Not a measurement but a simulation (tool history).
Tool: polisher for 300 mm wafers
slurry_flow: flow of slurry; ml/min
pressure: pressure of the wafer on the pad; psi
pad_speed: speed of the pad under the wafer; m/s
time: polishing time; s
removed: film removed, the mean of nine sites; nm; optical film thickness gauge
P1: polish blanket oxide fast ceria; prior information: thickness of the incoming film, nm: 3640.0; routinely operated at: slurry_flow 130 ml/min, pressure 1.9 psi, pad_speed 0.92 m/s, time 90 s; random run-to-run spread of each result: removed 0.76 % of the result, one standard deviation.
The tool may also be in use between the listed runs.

run  hour  slurry_flow  pressure  pad_speed  time  wafers polished on this pad  hours since the slurry nozzle was cleaned  hours since the head pressure was calibrated  removed
  1   3.6          130       1.9       0.92    90                          496                                      195.2                                         293.2   876.42
  2   6.4          130       2.9       0.92    90                          525                                      198.0                                         296.0  1327.80
  3  12.0          130       1.9       0.92    90                          584                                      203.6                                         301.6   874.20
  4  16.8          130       1.9       0.92    40                          634                                      208.4                                         306.4   382.20
  5  19.6          130       1.9       0.92    90                          663                                      211.2                                         309.2   871.14
  6  23.4          130       1.2       0.92    90                          703                                      215.0                                         313.0   547.23
  7  29.0          130       1.9       0.92    90                          761                                      220.6                                         318.6   870.15
  8  32.3          205       1.9       0.92    90                          796                                      223.9                                         321.9   930.18
  9  37.8          130       1.9       0.92   140                          853                                      229.4                                         327.4  1364.30
 10  43.1          130       2.4       1.20    90                          909                                      234.7                                         332.7  1437.50
 11  46.4           80       1.9       0.92    90                          943                                      238.0                                         336.0   765.73
 12  49.3          130       1.9       0.46    90                          973                                      240.9                                         338.9   433.82
 13  53.6          130       1.9       1.20    90                         1018                                      245.2                                         343.2  1128.90
 14  57.4          130       1.9       0.92    90                         1058                                      249.0                                         347.0   870.54
 15  60.3          130       1.9       0.92    90                         1088                                      251.9                                         349.9   848.73
 16  63.3          130       1.9       0.92    90                         1120                                      254.9                                         352.9   818.87
 17  66.0          130       1.9       0.92    90                         1148                                      257.6                                         355.6   820.72
 18  70.0          130       1.9       0.92    90                         1190                                      261.6                                         359.6   809.28

Forecast run 19:
 19  75.3          130       1.9       0.92    90                         1245                                      266.9                                         364.9        ?

removed: 784.23 nm

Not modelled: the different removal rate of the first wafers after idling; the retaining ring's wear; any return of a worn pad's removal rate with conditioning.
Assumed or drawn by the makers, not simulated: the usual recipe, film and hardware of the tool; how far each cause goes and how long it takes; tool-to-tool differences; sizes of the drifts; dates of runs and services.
